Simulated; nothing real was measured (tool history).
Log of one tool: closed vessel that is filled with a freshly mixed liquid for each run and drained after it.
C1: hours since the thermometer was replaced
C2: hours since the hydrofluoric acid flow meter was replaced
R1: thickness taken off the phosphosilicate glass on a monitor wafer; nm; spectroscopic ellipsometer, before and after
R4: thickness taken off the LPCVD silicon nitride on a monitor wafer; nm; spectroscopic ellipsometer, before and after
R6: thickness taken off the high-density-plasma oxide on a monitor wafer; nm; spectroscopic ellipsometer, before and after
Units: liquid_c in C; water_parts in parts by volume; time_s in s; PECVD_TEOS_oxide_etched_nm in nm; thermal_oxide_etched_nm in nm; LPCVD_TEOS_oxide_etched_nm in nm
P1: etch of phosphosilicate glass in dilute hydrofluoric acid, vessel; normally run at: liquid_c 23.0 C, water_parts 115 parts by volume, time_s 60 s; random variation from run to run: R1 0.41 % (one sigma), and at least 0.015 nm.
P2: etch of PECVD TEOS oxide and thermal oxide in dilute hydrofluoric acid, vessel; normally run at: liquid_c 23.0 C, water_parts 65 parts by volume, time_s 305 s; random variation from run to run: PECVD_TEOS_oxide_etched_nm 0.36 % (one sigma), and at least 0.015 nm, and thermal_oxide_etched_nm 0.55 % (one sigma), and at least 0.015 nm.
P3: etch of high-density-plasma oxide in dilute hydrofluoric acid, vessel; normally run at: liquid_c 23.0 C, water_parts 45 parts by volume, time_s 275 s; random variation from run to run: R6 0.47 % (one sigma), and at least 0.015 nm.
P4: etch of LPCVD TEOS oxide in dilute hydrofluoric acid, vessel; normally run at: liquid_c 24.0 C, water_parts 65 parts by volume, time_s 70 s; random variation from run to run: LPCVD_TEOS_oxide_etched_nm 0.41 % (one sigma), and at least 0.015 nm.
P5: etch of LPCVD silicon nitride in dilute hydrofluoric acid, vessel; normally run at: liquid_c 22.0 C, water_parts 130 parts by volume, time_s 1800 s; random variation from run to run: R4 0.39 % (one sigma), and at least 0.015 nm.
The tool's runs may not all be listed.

{"run": 1, "hour": 5.2, "process": "P1", "liquid_c": 23.0, "water_parts": 115, "time_s": 60, "C1": 342.2, "C2": 997.9, "R1": 37.954}
{"run": 2, "hour": 8.8, "process": "P2", "liquid_c": 23.0, "water_parts": 65, "time_s": 305, "C1": 345.8, "C2": 1001.5, "PECVD_TEOS_oxide_etched_nm": 61.744, "thermal_oxide_etched_nm": 22.62}
{"run": 3, "hour": 14.1, "process": "P5", "liquid_c": 17.0, "water_parts": 130, "time_s": 1800, "C1": 351.1, "C2": 1006.8, "R4": 4.3375}
{"run": 4, "hour": 19.6, "process": "P1", "liquid_c": 23.0, "water_parts": 35, "time_s": 60, "C1": 356.6, "C2": 1012.3, "R1": 138.1}
{"run": 5, "hour": 22.8, "process": "P4", "liquid_c": 24.0, "water_parts": 65, "time_s": 135, "C1": 359.8, "C2": 1015.5, "LPCVD_TEOS_oxide_etched_nm": 83.226}
{"run": 6, "hour": 28.3, "process": "P3", "liquid_c": 23.0, "water_parts": 45, "time_s": 275, "C1": 365.3, "C2": 1021.0, "R6": 49.402}
{"run": 7, "hour": 31.8, "process": "P1", "liquid_c": 17.0, "water_parts": 115, "time_s": 60, "C1": 368.8, "C2": 1024.5, "R1": 29.897}
{"run": 8, "hour": 34.4, "process": "P5", "liquid_c": 22.0, "water_parts": 130, "time_s": 1800, "C1": 371.4, "C2": 1027.1, "R4": 6.0911}
{"run": 9, "hour": 38.5, "process": "P3", "liquid_c": 23.0, "water_parts": 45, "time_s": 275, "C1": 375.5, "C2": 1031.2, "R6": 49.601}
{"run": 10, "hour": 44.0, "process": "P5", "liquid_c": 22.0, "water_parts": 195, "time_s": 1800, "C1": 381.0, "C2": 1036.7, "R4": 4.084}
{"run": 11, "hour": 48.2, "process": "P1", "liquid_c": 17.5, "water_parts": 115, "time_s": 105, "C1": 385.2, "C2": 1040.9, "R1": 53.371}
{"run": 12, "hour": 53.3, "process": "P1", "liquid_c": 23.0, "water_parts": 115, "time_s": 60, "C1": 390.3, "C2": 1046.0, "R1": 38.009}
{"run": 13, "hour": 59.0, "process": "P3", "liquid_c": 23.0, "water_parts": 45, "time_s": 60, "C1": 396.0, "C2": 1051.7, "R6": 10.847}
{"run": 14, "hour": 64.7, "process": "P2", "liquid_c": 18.5, "water_parts": 65, "time_s": 305, "C1": 401.7, "C2": 1057.4, "PECVD_TEOS_oxide_etched_nm": 51.308, "thermal_oxide_etched_nm": 18.873}
{"run": 15, "hour": 68.3, "process": "P1", "liquid_c": 23.0, "water_parts": 115, "time_s": 30, "C1": 405.3, "C2": 1061.0, "R1": 18.985}
{"run": 16, "hour": 72.2, "process": "P1", "liquid_c": 30.5, "water_parts": 115, "time_s": 60, "C1": 409.2, "C2": 1064.9, "R1": 50.953}
{"run": 17, "hour": 77.5, "process": "P4", "liquid_c": 24.0, "water_parts": 65, "time_s": 70, "C1": 414.5, "C2": 1070.2, "LPCVD_TEOS_oxide_etched_nm": 42.937}
{"run": 18, "hour": 82.9, "process": "P5", "liquid_c": 22.0, "water_parts": 130, "time_s": 350, "C1": 419.9, "C2": 1075.6, "R4": 1.1705}
{"run": 19, "hour": 87.4, "process": "P4", "liquid_c": 24.0, "water_parts": 110, "time_s": 70, "C1": 424.4, "C2": 1080.1, "LPCVD_TEOS_oxide_etched_nm": 24.033}
{"run": 20, "hour": 93.2, "process": "P1", "liquid_c": 23.0, "water_parts": 115, "time_s": 85, "C1": 430.2, "C2": 1085.9, "R1": 53.777}
{"run": 21, "hour": 97.5, "process": "P2", "liquid_c": 23.0, "water_parts": 65, "time_s": 30, "C1": 434.5, "C2": 1090.2, "PECVD_TEOS_oxide_etched_nm": 6.1308, "thermal_oxide_etched_nm": 2.2507}
{"run": 22, "hour": 102.2, "process": "P2", "liquid_c": 23.0, "water_parts": 65, "time_s": 305, "C1": 439.2, "C2": 1094.9, "PECVD_TEOS_oxide_etched_nm": 62.207, "thermal_oxide_etched_nm": 22.748}
{"run": 23, "hour": 105.8, "process": "P1", "liquid_c": 23.0, "water_parts": 115, "time_s": 60, "C1": 442.8, "C2": 1098.5, "R1": 37.968}
{"run": 24, "hour": 110.4, "process": "P1", "liquid_c": 23.0, "water_parts": 115, "time_s": 60, "C1": 447.4, "C2": 1103.1, "R1": 38.001}
{"run": 25, "hour": 113.4, "process": "P3", "liquid_c": 18.5, "water_parts": 45, "time_s": 275, "C1": 450.4, "C2": 1106.1, "R6": 41.273}
{"run": 26, "hour": 118.7, "process": "P4", "liquid_c": 32.5, "water_parts": 65, "time_s": 70, "C1": 455.7, "C2": 1111.4, "LPCVD_TEOS_oxide_etched_nm": 60.056}
{"run": 27, "hour": 123.6, "process": "P4", "liquid_c": 24.0, "water_parts": 65, "time_s": 70, "C1": 460.6, "C2": 1116.3, "LPCVD_TEOS_oxide_etched_nm": 42.817}
{"run": 28, "hour": 126.2, "process": "P3", "liquid_c": 23.0, "water_parts": 75, "time_s": 275, "C1": 463.2, "C2": 1118.9, "R6": 28.835}
{"run": 29, "hour": 130.8, "process": "P2", "liquid_c": 23.0, "water_parts": 95, "time_s": 305, "C1": 467.8, "C2": 1123.5, "PECVD_TEOS_oxide_etched_nm": 40.962, "thermal_oxide_etched_nm": 14.927}
{"run": 30, "hour": 135.2, "process": "P1", "liquid_c": 23.0, "water_parts": 180, "time_s": 60, "C1": 472.2, "C2": 1127.9, "R1": 22.662}
{"run": 31, "hour": 140.0, "process": "P1", "liquid_c": 23.0, "water_parts": 115, "time_s": 60, "C1": 477.0, "C2": 1132.7, "R1": 38.009}
{"run": 32, "hour": 143.3, "process": "P1", "liquid_c": 23.0, "water_parts": 115, "time_s": 60, "C1": 480.3, "C2": 1136.0, "R1": 39.356}
{"run": 33, "hour": 147.5, "process": "P1", "liquid_c": 23.0, "water_parts": 115, "time_s": 60, "C1": 484.5, "C2": 1140.2, "R1": 40.372}
{"run": 34, "hour": 151.4, "process": "P1", "liquid_c": 23.0, "water_parts": 115, "time_s": 60, "C1": 488.4, "C2": 1144.1, "R1": 40.947}
{"run": 35, "hour": 155.4, "process": "P1", "liquid_c": 23.0, "water_parts": 115, "time_s": 60, "C1": 492.4, "C2": 1148.1, "R1": 40.843}
{"run": 36, "hour": 158.5, "process": "P1", "liquid_c": 23.0, "water_parts": 115, "time_s": 60, "C1": 495.5, "C2": 1151.2, "R1": 41.039}
{"run": 37, "hour": 162.7, "process": "P1", "liquid_c": 23.0, "water_parts": 115, "time_s": 60, "C1": 499.7, "C2": 1155.4, "R1": 41.266}
{"run": 38, "hour": 165.4, "process": "P1", "liquid_c": 23.0, "water_parts": 115, "time_s": 60, "C1": 502.4, "C2": 1158.1, "R1": 41.515}
{"run": 39, "hour": 168.9, "process": "P1", "liquid_c": 23.0, "water_parts": 115, "time_s": 60, "C1": 505.9, "C2": 1161.6, "R1": 41.537}

What P1 gives has crept away from where it was. These 2 causes fit the log equally well, each at the size given:
A: liquid hotter than its thermometer reads (K) = 2.25
B: hydrofluoric acid flow above the setpoint (%) = 8.09
The creep began at about hour 140.0.

4 check runs are offered, one wafer each, their results left as question marks. Which one tells the causes apart?
{"run": "check 1", "hour": 172.4, "process": "P4", "liquid_c": 24.0, "water_parts": 110, "time_s": 70, "LPCVD_TEOS_oxide_etched_nm": "?"}
{"run": "check 2", "hour": 172.4, "process": "P5", "liquid_c": 22.0, "water_parts": 130, "time_s": 1085, "R4": "?"}
{"run": "check 3", "hour": 172.4, "process": "P2", "liquid_c": 23.0, "water_parts": 95, "time_s": 125, "PECVD_TEOS_oxide_etched_nm": "?", "thermal_oxide_etched_nm": "?"}
{"run": "check 4", "hour": 172.4, "process": "P3", "liquid_c": 23.0, "water_parts": 45, "time_s": 115, "R6": "?"}

What each check would give under each cause:
check=check_1 result=LPCVD_TEOS_oxide_etched_nm if_A=26.163 if_B=26.169
check=check_2 result=R4 if_A=4.2310 if_B=3.9406
check=check_3 result=PECVD_TEOS_oxide_etched_nm if_A=18.2790 if_B=18.2260
check=check_3 result=thermal_oxide_etched_nm if_A=6.6837 if_B=6.6641
check=check_4 result=R6 if_A=22.819 if_B=22.578
How far apart the two closest causes lie, in the result that separates them most: check 1 0.02 %; check 2 7.11 %; check 3 0.29 %; check 4 1.06 %
Check 2 tells the causes apart: in the others they would give nearly the same result.

Then check 2 was run and gave: R4 3.9503 nm. Which cause is it?

It is B: hydrofluoric acid flow above the setpoint (%).
